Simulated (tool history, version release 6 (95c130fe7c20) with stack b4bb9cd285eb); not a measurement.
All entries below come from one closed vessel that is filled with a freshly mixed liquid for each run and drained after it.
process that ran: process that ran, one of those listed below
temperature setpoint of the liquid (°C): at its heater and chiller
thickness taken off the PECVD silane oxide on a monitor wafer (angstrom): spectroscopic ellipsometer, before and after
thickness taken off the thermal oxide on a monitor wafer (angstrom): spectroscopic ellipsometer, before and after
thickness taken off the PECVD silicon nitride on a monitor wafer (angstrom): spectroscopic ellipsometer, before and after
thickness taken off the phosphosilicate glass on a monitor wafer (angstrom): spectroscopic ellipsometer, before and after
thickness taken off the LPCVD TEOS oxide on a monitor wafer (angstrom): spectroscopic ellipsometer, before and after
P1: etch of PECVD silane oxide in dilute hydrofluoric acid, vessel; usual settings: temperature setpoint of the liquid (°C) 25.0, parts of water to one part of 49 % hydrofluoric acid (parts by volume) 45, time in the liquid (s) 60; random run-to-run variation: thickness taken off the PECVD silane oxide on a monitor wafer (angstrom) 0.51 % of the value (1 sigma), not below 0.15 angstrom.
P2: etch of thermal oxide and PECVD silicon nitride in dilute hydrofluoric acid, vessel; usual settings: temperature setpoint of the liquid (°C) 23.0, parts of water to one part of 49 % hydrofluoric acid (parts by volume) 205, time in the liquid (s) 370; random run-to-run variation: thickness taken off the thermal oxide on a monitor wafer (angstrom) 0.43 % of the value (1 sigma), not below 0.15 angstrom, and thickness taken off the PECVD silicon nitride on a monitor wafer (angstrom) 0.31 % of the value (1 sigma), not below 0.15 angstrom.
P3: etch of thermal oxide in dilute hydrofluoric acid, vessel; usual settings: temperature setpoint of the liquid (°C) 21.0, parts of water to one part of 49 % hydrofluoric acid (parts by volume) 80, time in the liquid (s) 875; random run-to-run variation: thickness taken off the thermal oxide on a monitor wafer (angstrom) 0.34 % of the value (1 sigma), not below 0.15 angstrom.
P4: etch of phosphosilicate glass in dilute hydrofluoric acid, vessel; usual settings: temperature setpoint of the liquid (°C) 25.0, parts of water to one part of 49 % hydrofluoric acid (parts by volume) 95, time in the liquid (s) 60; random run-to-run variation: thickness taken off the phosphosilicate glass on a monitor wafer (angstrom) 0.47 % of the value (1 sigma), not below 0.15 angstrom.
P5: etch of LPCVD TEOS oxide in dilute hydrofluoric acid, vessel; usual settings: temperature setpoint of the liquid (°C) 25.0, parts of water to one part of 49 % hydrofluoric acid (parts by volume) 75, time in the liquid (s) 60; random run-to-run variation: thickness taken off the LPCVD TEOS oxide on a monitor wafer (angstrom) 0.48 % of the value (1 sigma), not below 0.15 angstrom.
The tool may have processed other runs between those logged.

run,day,process that ran,temperature setpoint of the liquid (°C),parts of water to one part of 49 % hydrofluoric acid (parts by volume),time in the liquid (s),hours since the thermometer was replaced,hours since the hydrofluoric acid flow meter was replaced,thickness taken off the PECVD silane oxide on a monitor wafer (angstrom),thickness taken off the thermal oxide on a monitor wafer (angstrom),thickness taken off the PECVD silicon nitride on a monitor wafer (angstrom),thickness taken off the phosphosilicate glass on a monitor wafer (angstrom),thickness taken off the LPCVD TEOS oxide on a monitor wafer (angstrom)
1,0.454,P1,25.0,45,60,314.0,655.9,386.31,,,,
2,0.921,P1,25.0,45,30,325.2,667.1,193.76,,,,
3,1.558,P2,23.0,205,370,340.5,682.4,,66.7310,67.917,,
4,2.104,P1,25.0,20,60,353.6,695.5,904.06,,,,
5,2.725,P3,21.0,110,875,368.5,710.4,,317.4000,,,
6,3.283,P1,25.0,45,60,381.9,723.8,383.29,,,,
7,3.671,P1,25.0,45,115,391.2,733.1,737.03,,,,
8,4.146,P1,32.0,45,60,402.6,744.5,511.08,,,,
9,4.692,P4,29.5,95,60,415.7,757.6,,,,1135.60,
10,5.042,P1,25.0,45,60,424.1,766.0,386.94,,,,
11,5.538,P5,25.0,75,30,436.0,777.9,,,,,148.12
12,5.854,P2,23.0,205,55,443.6,785.5,,9.9497,10.109,,
13,6.496,P2,27.5,205,370,459.0,800.9,,78.8590,89.604,,
14,6.904,P1,25.0,45,60,468.8,810.7,388.04,,,,
15,7.279,P3,21.0,80,1690,477.8,819.7,,880.7100,,,
16,7.825,P5,25.0,75,60,490.9,832.8,,,,,296.09
17,8.288,P1,21.5,45,60,502.0,843.9,336.46,,,,
18,8.583,P1,25.0,45,60,509.1,851.0,386.03,,,,
19,9.033,P4,25.0,95,60,519.9,861.8,,,,957.15,
20,9.462,P3,21.0,80,875,530.2,872.1,,453.4500,,,
21,9.838,P5,25.0,120,60,539.2,881.1,,,,,175.13
22,10.146,P1,25.0,65,30,546.6,888.5,130.19,,,,
23,10.500,P1,25.0,45,60,555.1,897.0,387.28,,,,
24,11.067,P3,21.0,80,875,568.7,910.6,,455.9700,,,
25,11.550,P2,23.0,50,370,580.3,922.2,,327.5300,271.430,,
26,11.900,P4,25.0,45,60,588.7,930.6,,,,2154.80,
27,12.192,P1,25.0,30,30,595.7,937.6,298.70,,,,
28,12.475,P1,25.0,70,60,602.5,944.4,240.68,,,,
29,13.038,P3,17.0,80,875,616.0,957.9,,385.6000,,,
30,13.371,P4,25.0,95,100,624.0,965.9,,,,1590.60,
31,13.967,P5,20.0,75,60,638.3,980.2,,,,,241.95
32,14.354,P1,25.0,45,60,647.6,989.5,387.80,,,,
33,14.667,P1,25.0,45,60,655.1,997.0,387.51,,,,
34,15.208,P1,25.0,45,60,668.1,1010.0,400.09,,,,
35,15.800,P1,25.0,45,60,682.3,1024.2,402.08,,,,
36,16.312,P1,25.0,45,60,694.6,1036.5,409.88,,,,
37,16.929,P1,25.0,45,60,709.4,1051.3,405.67,,,,

Estimate the outcome of run 38 from the log above:
38,17.412,P1,25.0,45,60,721.0,1062.9,?,,,,

Run 38 yielded thickness taken off the PECVD silane oxide on a monitor wafer (angstrom) 407.05.
